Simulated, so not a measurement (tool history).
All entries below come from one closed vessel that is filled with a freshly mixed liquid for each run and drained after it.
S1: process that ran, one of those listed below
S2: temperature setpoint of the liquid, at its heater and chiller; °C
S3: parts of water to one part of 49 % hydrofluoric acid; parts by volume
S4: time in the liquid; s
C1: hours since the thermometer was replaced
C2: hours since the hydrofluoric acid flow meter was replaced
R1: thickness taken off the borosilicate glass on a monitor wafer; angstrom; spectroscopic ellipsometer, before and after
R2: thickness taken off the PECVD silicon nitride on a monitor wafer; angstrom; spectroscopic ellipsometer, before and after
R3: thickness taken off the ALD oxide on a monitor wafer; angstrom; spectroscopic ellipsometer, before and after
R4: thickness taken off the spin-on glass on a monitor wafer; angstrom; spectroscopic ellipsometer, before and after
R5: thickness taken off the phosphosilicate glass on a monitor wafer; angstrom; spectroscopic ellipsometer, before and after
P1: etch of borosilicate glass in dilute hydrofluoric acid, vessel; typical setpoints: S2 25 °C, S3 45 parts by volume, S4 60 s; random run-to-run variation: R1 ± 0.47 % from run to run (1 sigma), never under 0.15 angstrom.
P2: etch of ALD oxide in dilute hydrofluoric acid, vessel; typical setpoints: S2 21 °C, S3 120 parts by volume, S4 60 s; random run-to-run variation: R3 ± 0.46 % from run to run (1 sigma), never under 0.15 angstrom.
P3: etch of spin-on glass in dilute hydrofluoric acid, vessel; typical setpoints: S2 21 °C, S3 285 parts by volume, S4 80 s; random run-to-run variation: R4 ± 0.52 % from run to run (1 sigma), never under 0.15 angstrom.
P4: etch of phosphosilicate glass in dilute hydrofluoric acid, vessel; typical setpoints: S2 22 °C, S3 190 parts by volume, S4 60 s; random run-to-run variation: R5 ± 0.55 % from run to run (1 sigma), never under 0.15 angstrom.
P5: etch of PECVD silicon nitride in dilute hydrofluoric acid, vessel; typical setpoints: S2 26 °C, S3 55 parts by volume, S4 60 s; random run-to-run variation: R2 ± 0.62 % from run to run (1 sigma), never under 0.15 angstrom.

run 1 hour=10.3 | S1=P1 S2=25 S3=45 S4=60 | C1=1680.6 C2=670.4 | R1=551.48
run 2 hour=22.2 | S1=P5 S2=26 S3=55 S4=30 | C1=1692.5 C2=682.3 | R2=22.702
run 3 hour=37.1 | S1=P2 S2=21 S3=120 S4=60 | C1=1707.4 C2=697.2 | R3=141.02
run 4 hour=47.4 | S1=P3 S2=17 S3=285 S4=80 | C1=1717.7 C2=707.5 | R4=70.423
-- hour=47.7 thermometer replaced
run 5 hour=60.2 | S1=P1 S2=25 S3=20 S4=60 | C1=12.5 C2=720.3 | R1=1287
run 6 hour=75.8 | S1=P1 S2=25 S3=80 S4=60 | C1=28.1 C2=735.9 | R1=295.15
run 7 hour=85.6 | S1=P2 S2=21 S3=120 S4=60 | C1=37.9 C2=745.7 | R3=140.36
run 8 hour=97.2 | S1=P4 S2=22 S3=190 S4=105 | C1=49.5 C2=757.3 | R5=614.51
run 9 hour=106 | S1=P3 S2=21 S3=70 S4=80 | C1=58.3 C2=766.1 | R4=414.87
run 10 hour=119.3 | S1=P1 S2=29.5 S3=45 S4=60 | C1=71.6 C2=779.4 | R1=668.63
run 11 hour=130.3 | S1=P1 S2=25 S3=45 S4=60 | C1=82.6 C2=790.4 | R1=548.62
run 12 hour=139.3 | S1=P4 S2=22 S3=190 S4=60 | C1=91.6 C2=799.4 | R5=352.13
run 13 hour=153.6 | S1=P3 S2=21 S3=285 S4=150 | C1=105.9 C2=813.7 | R4=150.32
run 14 hour=162.6 | S1=P4 S2=17 S3=190 S4=60 | C1=114.9 C2=822.7 | R5=290.95
run 15 hour=176.4 | S1=P4 S2=22 S3=40 S4=60 | C1=128.7 C2=836.5 | R5=1990.6
run 16 hour=184 | S1=P1 S2=25 S3=45 S4=60 | C1=136.3 C2=844.1 | R1=551.3
run 17 hour=196.8 | S1=P2 S2=28 S3=120 S4=60 | C1=149.1 C2=856.9 | R3=183.68
run 18 hour=207 | S1=P1 S2=17.5 S3=45 S4=60 | C1=159.3 C2=867.1 | R1=401.02
run 19 hour=220.4 | S1=P5 S2=26 S3=85 S4=60 | C1=172.7 C2=880.5 | R2=29.451
run 20 hour=228.3 | S1=P1 S2=25 S3=45 S4=60 | C1=180.6 C2=888.4 | R1=553.56
run 21 hour=242.4 | S1=P1 S2=25 S3=45 S4=60 | C1=194.7 C2=902.5 | R1=549.55
run 22 hour=256.2 | S1=P5 S2=21 S3=55 S4=60 | C1=208.5 C2=916.3 | R2=32.264
run 23 hour=271.4 | S1=P5 S2=26 S3=55 S4=60 | C1=223.7 C2=931.5 | R2=45.244
run 24 hour=279.7 | S1=P1 S2=25 S3=45 S4=90 | C1=232 C2=939.8 | R1=829.95
run 25 hour=294.9 | S1=P1 S2=31 S3=20 S4=60 | C1=247.2 C2=955 | R1=1653.1
run 26 hour=305.6 | S1=P1 S2=25 S3=45 S4=60 | C1=257.9 C2=965.7 | R1=553.96
run 27 hour=319.2 | S1=P5 S2=26 S3=55 S4=60 | C1=271.5 C2=979.3 | R2=45.772
run 28 hour=330.7 | S1=P4 S2=22 S3=190 S4=60 | C1=283 C2=990.8 | R5=349.9
run 29 hour=345.2 | S1=P1 S2=25 S3=45 S4=60 | C1=297.5 C2=1005.3 | R1=558.44
run 30 hour=353.7 | S1=P3 S2=21 S3=285 S4=80 | C1=306 C2=1013.8 | R4=80.294
run 31 hour=363 | S1=P1 S2=25 S3=45 S4=30 | C1=315.3 C2=1023.1 | R1=276.95
run 32 hour=370.9 | S1=P2 S2=21 S3=75 S4=60 | C1=323.2 C2=1031 | R3=235.33
run 33 hour=385.7 | S1=P2 S2=21 S3=120 S4=30 | C1=338 C2=1045.8 | R3=69.912
run 34 hour=394.8 | S1=P1 S2=25 S3=45 S4=60 | C1=347.1 C2=1054.9 | R1=548.13
run 35 hour=403 | S1=P1 S2=25 S3=45 S4=60 | C1=355.3 C2=1063.1 | R1=579.25
run 36 hour=415.8 | S1=P1 S2=25 S3=45 S4=60 | C1=368.1 C2=1075.9 | R1=594.84
run 37 hour=429.8 | S1=P1 S2=25 S3=45 S4=60 | C1=382.1 C2=1089.9 | R1=600.94
run 38 hour=438.7 | S1=P1 S2=25 S3=45 S4=60 | C1=391 C2=1098.8 | R1=597.6
run 39 hour=447.1 | S1=P1 S2=25 S3=45 S4=60 | C1=399.4 C2=1107.2 | R1=608.43
run 40 hour=460.2 | S1=P1 S2=25 S3=45 S4=60 | C1=412.5 C2=1120.3 | R1=612.37

P1 has crept away from where it was. The log is fitted equally well by each of these 2 causes, at the sizes shown:
A: hydrofluoric acid flow above the setpoint (%) = 9.77
B: liquid hotter than its thermometer reads (K) = 2.44
The onset of the drift is placed at about hour 394.8.

Consider the 4 single-wafer check runs listed below, results given as question marks: which one distinguishes between the causes by giving clearly different results for each?
run check 1 hour=473.3 | S1=P4 S2=17 S3=50 S4=60 | R5=?
run check 2 hour=473.3 | S1=P5 S2=22.5 S3=55 S4=30 | R2=?
run check 3 hour=473.3 | S1=P2 S2=21 S3=80 S4=30 | R3=?
run check 4 hour=473.3 | S1=P3 S2=21 S3=85 S4=130 | R4=?

How each check would come out, cause by cause:
check=check_1 result=R5 if_A=1396.2 if_B=1405.9
check=check_2 result=R2 if_A=19.735 if_B=21.237
check=check_3 result=R3 if_A=121.91 if_B=121.67
check=check_4 result=R4 if_A=602.02 if_B=600.27
Gap, in per cent, between the two causes that each check separates least, read from the result that separates them most: check 1 0.69 %; check 2 7.33 %; check 3 0.2 %; check 4 0.29 %
Check 2 is the one run that separates the causes; every other check would come out nearly the same whichever cause is at work.

Here is what check 2 returned: R2 19.916 angstrom. Which cause is it?

It was cause A: hydrofluoric acid flow above the setpoint (%).
